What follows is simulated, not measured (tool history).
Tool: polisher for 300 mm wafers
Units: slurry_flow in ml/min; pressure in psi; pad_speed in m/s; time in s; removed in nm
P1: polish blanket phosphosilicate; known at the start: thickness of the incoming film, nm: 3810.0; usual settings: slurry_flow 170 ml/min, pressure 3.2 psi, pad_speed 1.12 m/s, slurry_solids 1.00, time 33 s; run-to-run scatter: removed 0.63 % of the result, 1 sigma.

{"run": 1, "hour": 8.6, "slurry_flow": 170, "pressure": 3.2, "pad_speed": 1.12, "slurry_solids": 1.0, "time": 33, "removed": 263.21}
{"run": 2, "hour": 17.7, "slurry_flow": 170, "pressure": 3.2, "pad_speed": 1.12, "slurry_solids": 1.0, "time": 33, "removed": 260.4}
{"run": 3, "hour": 24.9, "slurry_flow": 210, "pressure": 3.2, "pad_speed": 0.82, "slurry_solids": 1.0, "time": 33, "removed": 209.6}
{"hour": 30.3, "done": "conditioning disc replaced and pad reconditioned"}
{"hour": 33.8, "done": "slurry blender recalibrated"}
{"run": 4, "hour": 35.6, "slurry_flow": 260, "pressure": 3.2, "pad_speed": 1.12, "slurry_solids": 1.0, "time": 33, "removed": 275.08}
{"run": 5, "hour": 42.2, "slurry_flow": 170, "pressure": 3.2, "pad_speed": 0.64, "slurry_solids": 1.0, "time": 33, "removed": 166.17}
{"hour": 50.5, "done": "slurry nozzle cleaned"}
{"run": 6, "hour": 52.4, "slurry_flow": 170, "pressure": 3.2, "pad_speed": 1.72, "slurry_solids": 1.0, "time": 33, "removed": 366.01}
{"run": 7, "hour": 62.6, "slurry_flow": 170, "pressure": 3.2, "pad_speed": 1.12, "slurry_solids": 1.0, "time": 15, "removed": 118.52}
{"run": 8, "hour": 70.9, "slurry_flow": 170, "pressure": 1.7, "pad_speed": 1.12, "slurry_solids": 1.0, "time": 33, "removed": 139.8}
{"run": 9, "hour": 76.4, "slurry_flow": 170, "pressure": 4.9, "pad_speed": 1.12, "slurry_solids": 1.0, "time": 33, "removed": 398.68}
{"run": 10, "hour": 83.8, "slurry_flow": 170, "pressure": 3.2, "pad_speed": 1.12, "slurry_solids": 1.0, "time": 46, "removed": 363.75}
{"run": 11, "hour": 89.3, "slurry_flow": 170, "pressure": 3.2, "pad_speed": 1.12, "slurry_solids": 1.45, "time": 33, "removed": 304.83}
{"run": 12, "hour": 96.5, "slurry_flow": 170, "pressure": 3.2, "pad_speed": 1.12, "slurry_solids": 0.55, "time": 33, "removed": 190.83}
{"run": 13, "hour": 101.6, "slurry_flow": 170, "pressure": 3.2, "pad_speed": 1.12, "slurry_solids": 1.0, "time": 33, "removed": 259.43}
{"hour": 105.7, "done": "head pressure recalibrated"}
{"run": 14, "hour": 110.5, "slurry_flow": 170, "pressure": 3.2, "pad_speed": 1.12, "slurry_solids": 1.0, "time": 33, "removed": 259.86}
{"run": 15, "hour": 121.5, "slurry_flow": 100, "pressure": 3.2, "pad_speed": 1.12, "slurry_solids": 1.0, "time": 33, "removed": 236.1}
{"run": 16, "hour": 129.4, "slurry_flow": 170, "pressure": 3.2, "pad_speed": 1.12, "slurry_solids": 1.0, "time": 33, "removed": 260.56}
{"run": 17, "hour": 134.3, "slurry_flow": 170, "pressure": 3.2, "pad_speed": 1.12, "slurry_solids": 1.0, "time": 33, "removed": 260.93}
{"run": 18, "hour": 142.7, "slurry_flow": 170, "pressure": 3.2, "pad_speed": 1.12, "slurry_solids": 1.0, "time": 33, "removed": 260.72}
{"run": 19, "hour": 151.6, "slurry_flow": 170, "pressure": 3.2, "pad_speed": 1.12, "slurry_solids": 1.0, "time": 33, "removed": 250.32}
{"run": 20, "hour": 162.1, "slurry_flow": 170, "pressure": 3.2, "pad_speed": 1.12, "slurry_solids": 1.0, "time": 33, "removed": 239.88}
{"run": 21, "hour": 171.8, "slurry_flow": 170, "pressure": 3.2, "pad_speed": 1.12, "slurry_solids": 1.0, "time": 33, "removed": 237.0}
{"hour": 174.0, "done": "slurry nozzle cleaned"}
{"run": 22, "hour": 182.0, "slurry_flow": 170, "pressure": 3.2, "pad_speed": 1.12, "slurry_solids": 1.0, "time": 33, "removed": 234.78}
{"hour": 184.8, "done": "head pressure recalibrated"}
{"hour": 188.2, "done": "conditioning disc replaced and pad reconditioned"}
{"run": 23, "hour": 192.6, "slurry_flow": 170, "pressure": 3.2, "pad_speed": 1.12, "slurry_solids": 1.0, "time": 33, "removed": 232.21}

Forecast run 24:
{"run": 24, "hour": 198.9, "slurry_flow": 170, "pressure": 3.2, "pad_speed": 1.12, "slurry_solids": 1.0, "time": 33, "removed": "?"}

{"run 24": {"removed": 230.18}}
